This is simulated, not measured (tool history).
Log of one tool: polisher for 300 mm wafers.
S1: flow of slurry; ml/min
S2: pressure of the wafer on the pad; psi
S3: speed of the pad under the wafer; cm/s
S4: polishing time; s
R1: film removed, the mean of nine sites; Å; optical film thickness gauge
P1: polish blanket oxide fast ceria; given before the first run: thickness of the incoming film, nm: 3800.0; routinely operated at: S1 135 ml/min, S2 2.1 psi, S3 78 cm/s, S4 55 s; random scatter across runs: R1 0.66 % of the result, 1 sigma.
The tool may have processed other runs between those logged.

run    day   S1   S2   S3  S4      R1
  1  0.296  135  2.1   78  55  4668.6
  2  0.512  180  1.3   78  55  3059.4
     0.821  -- head pressure recalibrated
  3  0.888  135  2.1   78  25  2131.5
  4  1.246  135  2.1   78  55  4670.2
  5  1.517  185  2.1   78  67  6006.7
  6  1.862  135  2.1   78  55  4759.7
  7  2.275  135  1.5   78  55  3356.3
  8  2.517  135  2.1   78  55  4651.1
  9  2.871  135  3.2   78  55  7148.2
 10  3.275  135  2.1   78  55  4687.6
 11  3.583   80  2.1   78  55  4159.0
 12  3.833  135  2.1   36  55  2170.8
 13  4.175  135  2.1   78  78  6642.6
 14  4.592  210  2.1   78  55  4977.8
 15  5.021  135  2.6   38  55  2797.2
 16  5.250  135  2.1  122  55  7279.5
 17  5.533  135  2.1   78  55  4709.4
 18  6.004  135  2.1   78  55  4667.7
 19  6.454  135  2.1   78  55  4554.7
 20  6.704  135  2.1   78  55  4489.3
 21  7.104  135  2.1   78  55  4442.9
 22  7.429  135  2.1   78  55  4447.1
     7.538  -- head pressure recalibrated
 23  7.829  135  2.1   78  55  4431.7
 24  8.196  135  2.1   78  55  4400.3
 25  8.621  135  2.1   78  55  4374.3
 26  8.925  135  2.1   78  55  4405.0
 27  9.379  135  2.1   78  55  4364.9
 28  9.788  135  2.1   78  55  4375.5

P1 no longer gives what it gave before; its output has crept away from where it was. The following 2 causes, each at its listed size, fit the log equally well:
A: slurry flow missing at the pad, % = 28.2
B: removal rate lost through wear of the pad, % = 7.09
The creep began at about day 6.004.
Every other cause this tool's parts could produce, and why it does not fit the log:
head's pressure below its setpoint, %: work on it at day 7.538, done after the drift set in, did not restore what the process gave before

4 check runs are offered, each on 5 wafers whose results are averaged, their results left as question marks. Which one tells the causes apart?
check 1  10.196  205  2.1   78  73   ?
check 2  10.196  135  2.9   78  25   ?
check 3  10.196  135  3.1  118  55   ?
check 4  10.196  135  2.1   40  55   ?

What each check would give under each cause:
  check  result    if A    if B
check 1      R1  6337.9  6190.8
check 2      R1  2741.5  2741.2
check 3      R1  9753.5  9752.5
check 4      R1  2239.7  2239.5
Gap, in per cent, between the two causes that each check separates least, read from the result that separates them most: check 1 2.35 %; check 2 0.01 %; check 3 0.01 %; check 4 0.01 %
Only check 1 tells the causes apart: in the others they would give nearly the same result.

After running check 1, the following was obtained: R1 6193.2 Å. Which cause does this point to?

The correct cause is B, namely: removal rate lost through wear of the pad, %.
